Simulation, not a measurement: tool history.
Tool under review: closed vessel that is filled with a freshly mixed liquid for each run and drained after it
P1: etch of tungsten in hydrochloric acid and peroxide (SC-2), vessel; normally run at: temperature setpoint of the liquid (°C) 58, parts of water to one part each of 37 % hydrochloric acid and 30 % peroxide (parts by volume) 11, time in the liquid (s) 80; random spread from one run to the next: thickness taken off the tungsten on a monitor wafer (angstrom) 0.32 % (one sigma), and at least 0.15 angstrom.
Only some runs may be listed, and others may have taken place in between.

run,day,temperature setpoint of the liquid (°C),parts of water to one part each of 37 % hydrochloric acid and 30 % peroxide (parts by volume),time in the liquid (s),thickness taken off the tungsten on a monitor wafer (angstrom)
1,0.342,58,11,80,138.53
2,0.696,58,15.5,80,103.54
# day 1.004: thermometer replaced
3,1.083,65.5,11,80,222.16
4,1.396,68.5,11,30,99.189
5,1.975,58,11,80,139.25
6,2.467,58,4,80,301.16
7,2.962,58,11,80,139.11
8,3.562,58,11,140,243.65
9,3.983,58,11,30,51.955
# day 4.183: chemicals flow meter replaced
10,4.4,58,11,80,138.81
11,4.8,42,11,80,47.876
12,5.267,58,11,80,139.35
13,5.721,58,11,80,138.78
14,6.275,58,11,80,138.6
15,6.604,58,11,80,135.23

What will run 16 give?
16,7.071,58,11,80,?

{"run 16": {"thickness taken off the tungsten on a monitor wafer (angstrom)": 132.21}}

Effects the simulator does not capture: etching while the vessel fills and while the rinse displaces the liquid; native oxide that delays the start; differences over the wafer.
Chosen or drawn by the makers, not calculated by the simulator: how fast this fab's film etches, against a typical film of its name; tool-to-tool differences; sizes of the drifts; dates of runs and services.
